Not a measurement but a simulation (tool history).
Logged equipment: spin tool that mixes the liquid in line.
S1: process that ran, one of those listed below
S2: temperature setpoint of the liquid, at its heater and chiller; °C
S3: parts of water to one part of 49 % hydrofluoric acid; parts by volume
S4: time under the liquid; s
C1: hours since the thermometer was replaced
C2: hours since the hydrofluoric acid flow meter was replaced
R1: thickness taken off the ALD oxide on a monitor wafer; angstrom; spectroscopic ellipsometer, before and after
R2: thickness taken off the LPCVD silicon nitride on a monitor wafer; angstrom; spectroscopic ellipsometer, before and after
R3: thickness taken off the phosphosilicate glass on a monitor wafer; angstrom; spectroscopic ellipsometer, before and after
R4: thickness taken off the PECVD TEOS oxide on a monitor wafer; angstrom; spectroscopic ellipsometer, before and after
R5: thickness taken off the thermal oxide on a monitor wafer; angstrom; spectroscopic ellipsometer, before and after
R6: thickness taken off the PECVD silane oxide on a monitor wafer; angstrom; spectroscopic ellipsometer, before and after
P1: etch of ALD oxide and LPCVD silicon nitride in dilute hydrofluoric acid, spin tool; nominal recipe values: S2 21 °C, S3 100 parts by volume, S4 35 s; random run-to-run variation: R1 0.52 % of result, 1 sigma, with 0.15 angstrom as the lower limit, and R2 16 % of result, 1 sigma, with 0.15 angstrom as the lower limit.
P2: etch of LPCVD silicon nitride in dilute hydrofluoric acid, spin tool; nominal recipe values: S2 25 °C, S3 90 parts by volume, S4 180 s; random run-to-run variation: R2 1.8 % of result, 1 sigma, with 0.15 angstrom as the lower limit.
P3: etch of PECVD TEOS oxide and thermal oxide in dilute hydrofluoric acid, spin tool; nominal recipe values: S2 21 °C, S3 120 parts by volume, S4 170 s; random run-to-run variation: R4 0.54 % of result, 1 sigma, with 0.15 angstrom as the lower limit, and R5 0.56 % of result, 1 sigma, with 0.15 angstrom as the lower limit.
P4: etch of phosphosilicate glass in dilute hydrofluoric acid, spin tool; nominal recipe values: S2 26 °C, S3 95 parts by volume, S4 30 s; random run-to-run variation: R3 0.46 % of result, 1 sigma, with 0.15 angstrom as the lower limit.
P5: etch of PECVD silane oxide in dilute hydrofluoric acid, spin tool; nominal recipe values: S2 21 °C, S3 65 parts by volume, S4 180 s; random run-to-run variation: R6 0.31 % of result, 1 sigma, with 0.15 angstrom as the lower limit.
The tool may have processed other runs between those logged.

run   hour  S1    S2   S3   S4     C1     C2      R1       R2      R3      R4      R5      R6
  1   12.9  P1    21  100   35  294.4  705.8  78.357   1.5403
  2   29.5  P2    25   90   75    311  722.4           4.7813
  3   39.9  P1    21  175   35  321.4  732.8  41.024  0.76206
  4   50.3  P4    26   20   30  331.8  743.2                   1980.7
  5   60.6  P3    17  120  170  342.1  753.5                           109.73  45.846
  6   70.7  P3    21  120  170  352.2  763.6                           129.26  53.954
  7     84  P4    26   95   30  365.5  776.9                    378.5
  8   93.6  P4    26   95   30  375.1  786.5                   381.07
  9  104.7  P1    21  100   15  386.2  797.6  33.318  0.69778
 10  116.9  P1    21   30   35  398.4  809.8  283.99   5.0158
 11  131.4  P5    21   65  180  412.9  824.3                                            572.9
 12  141.6  P4    26   95   45  423.1  834.5                    565.1
 13  153.1  P1    21  100   35  434.6    846  78.396   1.3437
 14  164.1  P1    17  100   35  445.6    857  66.053   1.3978
 15  177.6  P1    21  100   35  459.1  870.5  78.836   1.0918
     181.6  -- hydrofluoric acid flow meter replaced
 16  186.7  P2    25   90  180  468.2    5.2           11.867
 17  201.4  P1    21  100   35  482.9   19.9  78.353   1.8298
 18  213.8  P5    21   65   45  495.3   32.3                                           143.84
 19  230.6  P5  29.5   65  180  512.1   49.1                                           807.78
 20  238.6  P1    21  100   35  520.1   57.1  78.064   1.8445
 21  253.5  P3    21  120  315    535     72                           240.13     101
 22  268.6  P5    21   65  180  550.1   87.1                                           575.69
 23  283.6  P5    21  100  180  565.1  102.1                                           359.06
 24  295.9  P2  31.5   90  180  577.4  114.4           17.381
 25  309.7  P4    33   95   30  591.2  128.2                   495.57
 26    319  P3    21  120  170  600.5  137.5                           129.73  54.363
 27  326.9  P3    21   30  170  608.4  145.4                           570.49  240.03
 28  340.6  P1    21  100   65  622.1  159.1  145.86   2.3097
 29  353.1  P1    21  175   15  634.6  171.6  17.784  0.19722
 30  369.9  P1  27.5  100   35  651.4  188.4  101.95   2.0723
 31    387  P1    27  100   15  668.5  205.5  42.372  0.95365
 32  397.4  P2    25   35  180  678.9  215.9           28.928
 33  413.3  P1    21  100   35  694.8  231.8  78.278    1.542
 34  422.4  P1    21  100   35  703.9  240.9  80.021   1.8674
 35  436.5  P1    21  100   35    718    255  81.774   1.9756
 36  450.8  P1    21  100   35  732.3  269.3  82.997   1.9237
 37  460.7  P1    21  100   35  742.2  279.2   83.97    1.527
 38  477.5  P1    21  100   35    759    296  83.526   1.2515
 39  486.4  P1    21  100   35  767.9  304.9  84.216   1.8591
 40  503.6  P1    21  100   35  785.1  322.1  85.728   1.3092
 41  518.3  P1    21  100   35  799.8  336.8    84.9   1.6775
 42    528  P1    21  100   35  809.5  346.5  84.714   1.4499
 43  536.9  P1    21  100   35  818.4  355.4  85.034   1.9113
 44  550.4  P1    21  100   35  831.9  368.9  85.827   2.0015

Something has made what P1 gives creep away from where it was; the 2 causes below, each at its own stated size, fit the log equally well:
A: hydrofluoric acid flow above the setpoint (%) = 7.6
B: liquid hotter than its thermometer reads (K) = 2.02
Creep in the process output first set in at about hour 413.3.

4 check runs are offered, each on 5 wafers whose results are averaged, their results left as question marks. Which one tells the causes apart?
check 1  563.9  P5  28.5   65  120                               ?
check 2  563.9  P4    26   40   40                   ?
check 3  563.9  P2    25   55  180               ?
check 4  563.9  P3    17  120  255                       ?   ?

Expected result of each check under each candidate cause:
  check  result    if A    if B
check 1      R6  561.43  560.63
check 2      R3  1398.6  1404.9
check 3      R2  19.925    21.2
check 4      R4  178.49  178.77
check 4      R5  74.703  74.819
Separation of the two closest causes in each check, using whichever result separates them best: check 1 0.14 %; check 2 0.45 %; check 3 6.21 %; check 4 0.15 %
Check 3 tells the causes apart: in the others they would give nearly the same result.

Here is what check 3 returned: R2 20.2 angstrom. Which cause is it?

The correct cause is A, namely: hydrofluoric acid flow above the setpoint (%).
